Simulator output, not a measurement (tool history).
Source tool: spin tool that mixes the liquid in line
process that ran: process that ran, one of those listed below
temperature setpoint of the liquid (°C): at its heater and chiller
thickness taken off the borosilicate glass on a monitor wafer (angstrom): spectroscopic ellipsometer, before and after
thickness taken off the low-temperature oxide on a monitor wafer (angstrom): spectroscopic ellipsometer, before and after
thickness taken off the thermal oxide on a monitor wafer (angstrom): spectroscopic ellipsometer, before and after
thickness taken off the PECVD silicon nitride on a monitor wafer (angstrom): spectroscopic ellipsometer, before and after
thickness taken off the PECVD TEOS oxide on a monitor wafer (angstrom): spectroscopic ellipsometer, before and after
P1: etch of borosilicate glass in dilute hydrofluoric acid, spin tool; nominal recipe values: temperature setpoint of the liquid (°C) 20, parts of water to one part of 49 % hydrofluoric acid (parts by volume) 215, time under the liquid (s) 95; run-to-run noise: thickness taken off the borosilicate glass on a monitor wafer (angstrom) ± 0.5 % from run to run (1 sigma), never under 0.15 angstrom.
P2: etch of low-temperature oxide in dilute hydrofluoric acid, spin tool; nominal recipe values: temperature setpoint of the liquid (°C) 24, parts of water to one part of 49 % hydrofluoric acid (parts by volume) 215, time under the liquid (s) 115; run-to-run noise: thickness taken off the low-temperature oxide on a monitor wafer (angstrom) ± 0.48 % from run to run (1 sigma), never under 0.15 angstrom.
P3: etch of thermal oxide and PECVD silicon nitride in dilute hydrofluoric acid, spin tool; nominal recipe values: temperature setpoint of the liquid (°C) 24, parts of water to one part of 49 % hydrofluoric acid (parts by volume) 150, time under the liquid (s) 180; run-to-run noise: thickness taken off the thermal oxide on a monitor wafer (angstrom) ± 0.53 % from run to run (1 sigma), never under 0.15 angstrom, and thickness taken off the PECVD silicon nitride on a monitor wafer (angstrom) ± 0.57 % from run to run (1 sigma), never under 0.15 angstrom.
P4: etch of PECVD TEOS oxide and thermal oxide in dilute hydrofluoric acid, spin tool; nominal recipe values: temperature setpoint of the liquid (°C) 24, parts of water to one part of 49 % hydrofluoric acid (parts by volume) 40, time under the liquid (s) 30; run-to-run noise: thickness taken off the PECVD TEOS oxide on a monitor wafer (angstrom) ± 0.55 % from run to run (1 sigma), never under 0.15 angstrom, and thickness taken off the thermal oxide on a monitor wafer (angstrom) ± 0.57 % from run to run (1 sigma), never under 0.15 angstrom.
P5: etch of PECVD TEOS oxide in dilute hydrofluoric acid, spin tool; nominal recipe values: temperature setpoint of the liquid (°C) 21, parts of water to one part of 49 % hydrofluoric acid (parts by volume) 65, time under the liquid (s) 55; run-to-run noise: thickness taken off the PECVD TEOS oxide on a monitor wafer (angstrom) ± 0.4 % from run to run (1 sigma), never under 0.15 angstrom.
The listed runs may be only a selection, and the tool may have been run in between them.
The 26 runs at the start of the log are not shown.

run,hour,process that ran,temperature setpoint of the liquid (°C),parts of water to one part of 49 % hydrofluoric acid (parts by volume),time under the liquid (s),thickness taken off the borosilicate glass on a monitor wafer (angstrom),thickness taken off the low-temperature oxide on a monitor wafer (angstrom),thickness taken off the thermal oxide on a monitor wafer (angstrom),thickness taken off the PECVD silicon nitride on a monitor wafer (angstrom),thickness taken off the PECVD TEOS oxide on a monitor wafer (angstrom)
27,144.9,P3,24,150,15,,,4.4752,3.1596,
28,149.5,P5,21,95,55,,,,,77.989
29,154.6,P2,24,215,115,,109.15,,,
30,160.1,P1,20,215,95,86.942,,,,
31,165.2,P4,24,60,30,,,23.901,,86.346
32,168.4,P1,20,215,95,87.381,,,,
33,172.6,P1,20,215,95,89.036,,,,
34,177.5,P1,20,215,95,89.139,,,,
35,184.1,P1,20,215,95,91.251,,,,

What does the tool deliver on the next run?
36,191,P1,20,215,95,?,,,,

{"run 36": {"thickness taken off the borosilicate glass on a monitor wafer (angstrom)": 92.357}}
